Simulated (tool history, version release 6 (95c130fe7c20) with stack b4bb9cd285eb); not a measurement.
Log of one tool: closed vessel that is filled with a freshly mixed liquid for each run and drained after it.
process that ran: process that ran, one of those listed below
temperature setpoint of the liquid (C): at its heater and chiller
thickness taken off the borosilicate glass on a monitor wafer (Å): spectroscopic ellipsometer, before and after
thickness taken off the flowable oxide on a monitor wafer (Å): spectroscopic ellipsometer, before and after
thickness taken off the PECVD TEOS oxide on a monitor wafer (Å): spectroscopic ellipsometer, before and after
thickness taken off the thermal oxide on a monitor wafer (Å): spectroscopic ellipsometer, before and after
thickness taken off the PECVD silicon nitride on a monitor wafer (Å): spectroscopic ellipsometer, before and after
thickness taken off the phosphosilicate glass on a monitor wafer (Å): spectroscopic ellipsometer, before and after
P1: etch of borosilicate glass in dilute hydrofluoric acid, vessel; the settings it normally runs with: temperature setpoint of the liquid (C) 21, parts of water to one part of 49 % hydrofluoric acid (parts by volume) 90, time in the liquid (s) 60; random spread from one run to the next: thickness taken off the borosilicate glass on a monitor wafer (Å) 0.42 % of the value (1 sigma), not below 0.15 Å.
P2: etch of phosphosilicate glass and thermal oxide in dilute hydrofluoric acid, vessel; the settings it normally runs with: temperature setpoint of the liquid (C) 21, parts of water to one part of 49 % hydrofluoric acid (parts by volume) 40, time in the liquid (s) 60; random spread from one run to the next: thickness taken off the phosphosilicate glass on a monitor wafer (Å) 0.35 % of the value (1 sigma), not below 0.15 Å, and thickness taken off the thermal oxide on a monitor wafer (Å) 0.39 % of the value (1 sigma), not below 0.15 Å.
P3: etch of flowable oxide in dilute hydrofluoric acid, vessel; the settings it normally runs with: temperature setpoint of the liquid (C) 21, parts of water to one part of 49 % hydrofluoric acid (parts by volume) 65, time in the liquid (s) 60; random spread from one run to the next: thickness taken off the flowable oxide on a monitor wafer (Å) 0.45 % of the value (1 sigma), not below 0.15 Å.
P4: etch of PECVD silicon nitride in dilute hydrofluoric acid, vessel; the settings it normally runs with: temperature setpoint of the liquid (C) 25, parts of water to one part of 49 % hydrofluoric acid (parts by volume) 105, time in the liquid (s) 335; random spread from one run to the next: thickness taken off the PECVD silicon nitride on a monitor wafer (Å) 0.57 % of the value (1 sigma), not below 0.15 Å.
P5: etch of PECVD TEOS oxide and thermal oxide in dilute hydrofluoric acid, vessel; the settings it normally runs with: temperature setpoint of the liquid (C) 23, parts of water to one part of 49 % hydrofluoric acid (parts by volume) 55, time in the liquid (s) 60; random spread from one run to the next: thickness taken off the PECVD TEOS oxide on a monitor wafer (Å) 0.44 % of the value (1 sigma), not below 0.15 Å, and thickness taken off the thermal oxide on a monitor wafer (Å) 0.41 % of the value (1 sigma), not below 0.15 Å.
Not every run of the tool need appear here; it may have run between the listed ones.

run	hour	process that ran	temperature setpoint of the liquid (C)	parts of water to one part of 49 % hydrofluoric acid (parts by volume)	time in the liquid (s)	thickness taken off the borosilicate glass on a monitor wafer (Å)	thickness taken off the flowable oxide on a monitor wafer (Å)	thickness taken off the PECVD TEOS oxide on a monitor wafer (Å)	thickness taken off the thermal oxide on a monitor wafer (Å)	thickness taken off the PECVD silicon nitride on a monitor wafer (Å)	thickness taken off the phosphosilicate glass on a monitor wafer (Å)
1	5.8	P1	21	90	60	180.61					
2	11.6	P3	21	65	60		394.93				
3	15.7	P5	17	55	60			207.95	41.92		
4	25.2	P4	25	170	335					81.633	
5	33.6	P1	21	160	30	46.78					
6	39.8	P1	21	90	60	180.28					
7	45.7	P3	21	20	60		1354.3				
8	51.2	P2	17	40	60				60.113		1748.1
9	60.7	P3	17	65	60		332.07				
10	65.8	P2	21	40	30				35.772		1045
11	72	P1	21	90	100	301.11					
12	81	P2	21	60	60				46.514		1352.3
13	89.7	P4	25	105	545					217.14	
14	95.9	P1	17	90	60	152.43					
15	100.2	P1	25	90	60	210.55					
16	108.3	P4	25	105	335					131.74	
17	116.7	P4	25	105	335					131.89	
18	121	P5	23	55	30			133.18	26.96		
19	126.3	P1	21	90	30	89.931					
20	131.8	P2	21	40	60				70.943		2077.6
21	140.1	P3	21	65	60		393.64				
22	146.8	P1	21	155	60	97.397					
23	151.9	P5	23	20	60			762.33	155.73		
24	156.3	P2	21	40	60				70.919		2101.9
25	164.9	P5	23	55	60			264.68	53.659		
26	171.5	P1	21	35	60	496.9					
27	177.1	P4	32	105	335					205.48	
28	186.3	P1	21	90	60	180.13					
29	192.1	P3	21	65	85		558.12				
30	200.1	P1	21	140	110	200.66					
31	209.1	P1	21	90	60	179.02					
32	213.9	P1	21	90	60	179.62					
33	221.1	P1	21	90	60	180.36					
34	228.4	P1	21	90	60	173.11					
35	235.1	P1	21	90	60	169.86					
36	240.4	P1	21	90	60	167.05					
37	245.1	P1	21	90	60	167.81					
38	251.8	P1	21	90	60	166.92					
39	260.4	P1	21	90	60	167.09					

What P1 gives has crept off from where it sat before. The 2 causes that follow fit the log equally well, each at the size noted:
A: liquid colder than its thermometer reads (K) = 1.82
B: hydrofluoric acid flow below the setpoint (%) = 6.53
At approximately hour 221.1, the process output began to creep.

4 check runs are offered, one wafer each, their results left as question marks. Which one tells the causes apart?
check 1	269	P3	21	65	60		?				
check 2	269	P5	23	55	60			?	?		
check 3	269	P4	25	105	335					?	
check 4	269	P2	21	40	60				?		?

Expected result of each check under each candidate cause:
check	result	if A	if B
check 1	thickness taken off the flowable oxide on a monitor wafer (Å)	364.14	365.41
check 2	thickness taken off the PECVD TEOS oxide on a monitor wafer (Å)	247.23	248.06
check 2	thickness taken off the thermal oxide on a monitor wafer (Å)	49.97	50.137
check 3	thickness taken off the PECVD silicon nitride on a monitor wafer (Å)	117.84	124.21
check 4	thickness taken off the thermal oxide on a monitor wafer (Å)	66.228	66.688
check 4	thickness taken off the phosphosilicate glass on a monitor wafer (Å)	1926.4	1939.8
How far apart the two closest causes lie, in the result that separates them most: check 1 0.35 %; check 2 0.33 %; check 3 5.26 %; check 4 0.69 %
Check 3 is the one run that separates the causes; every other check would come out nearly the same whichever cause is at work.

Check 3 was then run and gave: thickness taken off the PECVD silicon nitride on a monitor wafer (Å) 124.21. Which cause is it?

It was cause B: hydrofluoric acid flow below the setpoint (%).
